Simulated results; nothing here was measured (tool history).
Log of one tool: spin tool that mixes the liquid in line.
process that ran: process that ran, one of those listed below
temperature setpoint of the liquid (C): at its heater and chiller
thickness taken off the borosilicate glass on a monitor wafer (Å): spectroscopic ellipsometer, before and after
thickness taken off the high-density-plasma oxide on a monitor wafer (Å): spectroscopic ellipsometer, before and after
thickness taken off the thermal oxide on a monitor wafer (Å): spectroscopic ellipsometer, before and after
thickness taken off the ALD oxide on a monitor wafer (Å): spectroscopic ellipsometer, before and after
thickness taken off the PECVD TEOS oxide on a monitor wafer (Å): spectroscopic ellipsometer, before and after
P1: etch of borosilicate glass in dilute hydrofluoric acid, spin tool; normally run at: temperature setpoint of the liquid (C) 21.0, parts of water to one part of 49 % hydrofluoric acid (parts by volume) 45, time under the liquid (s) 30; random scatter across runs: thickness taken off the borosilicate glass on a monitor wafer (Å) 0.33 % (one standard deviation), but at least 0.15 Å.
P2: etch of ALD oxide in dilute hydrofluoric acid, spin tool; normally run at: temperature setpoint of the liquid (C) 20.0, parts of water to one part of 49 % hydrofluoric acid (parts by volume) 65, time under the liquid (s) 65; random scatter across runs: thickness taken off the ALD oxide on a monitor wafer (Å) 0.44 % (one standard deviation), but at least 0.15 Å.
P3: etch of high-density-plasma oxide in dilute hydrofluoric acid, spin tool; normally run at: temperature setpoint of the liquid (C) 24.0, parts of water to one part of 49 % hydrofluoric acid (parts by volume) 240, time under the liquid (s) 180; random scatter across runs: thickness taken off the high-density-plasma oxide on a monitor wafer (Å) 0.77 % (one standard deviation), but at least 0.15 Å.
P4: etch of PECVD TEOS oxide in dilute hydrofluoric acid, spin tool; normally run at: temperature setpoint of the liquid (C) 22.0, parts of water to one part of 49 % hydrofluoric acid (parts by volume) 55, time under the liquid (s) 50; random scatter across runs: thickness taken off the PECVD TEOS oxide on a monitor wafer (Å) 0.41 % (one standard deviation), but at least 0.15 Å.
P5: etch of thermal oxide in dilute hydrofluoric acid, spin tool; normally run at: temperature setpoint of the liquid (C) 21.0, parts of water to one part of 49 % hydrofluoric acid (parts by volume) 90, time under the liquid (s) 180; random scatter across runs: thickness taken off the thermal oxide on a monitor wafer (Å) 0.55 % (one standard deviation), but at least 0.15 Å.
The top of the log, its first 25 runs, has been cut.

run	day	process that ran	temperature setpoint of the liquid (C)	parts of water to one part of 49 % hydrofluoric acid (parts by volume)	time under the liquid (s)	hours since the thermometer was replaced	hours since the hydrofluoric acid flow meter was replaced	thickness taken off the borosilicate glass on a monitor wafer (Å)	thickness taken off the high-density-plasma oxide on a monitor wafer (Å)	thickness taken off the thermal oxide on a monitor wafer (Å)	thickness taken off the ALD oxide on a monitor wafer (Å)	thickness taken off the PECVD TEOS oxide on a monitor wafer (Å)
26	9.775	P3	24.0	380	180	1064.9	391.8		18.168			
27	10.300	P3	24.0	240	365	1077.5	404.4		66.842			
28	10.558	P5	27.0	90	180	1083.7	410.6			111.2400		
29	10.942	P1	21.0	75	30	1092.9	419.8	89.167				
30	11.217	P1	21.0	45	30	1099.5	426.4	152.960				
31	11.608	P4	22.0	105	50	1108.9	435.8					47.620
32	12.071	P1	21.0	45	30	1120.0	446.9	152.690				
33	12.429	P1	21.0	45	30	1128.6	455.5	150.010				
34	12.958	P1	21.0	45	30	1141.3	468.2	147.890				
35	13.417	P1	21.0	45	30	1152.3	479.2	146.620				
36	13.912	P1	21.0	45	30	1164.2	491.1	145.070				
37	14.388	P1	21.0	45	30	1175.6	502.5	143.940				

What does the tool deliver on the next run?
38	14.938	P1	21.0	45	30	1188.8	515.7	?				

Run 38 came out at thickness taken off the borosilicate glass on a monitor wafer (Å) 144.520.
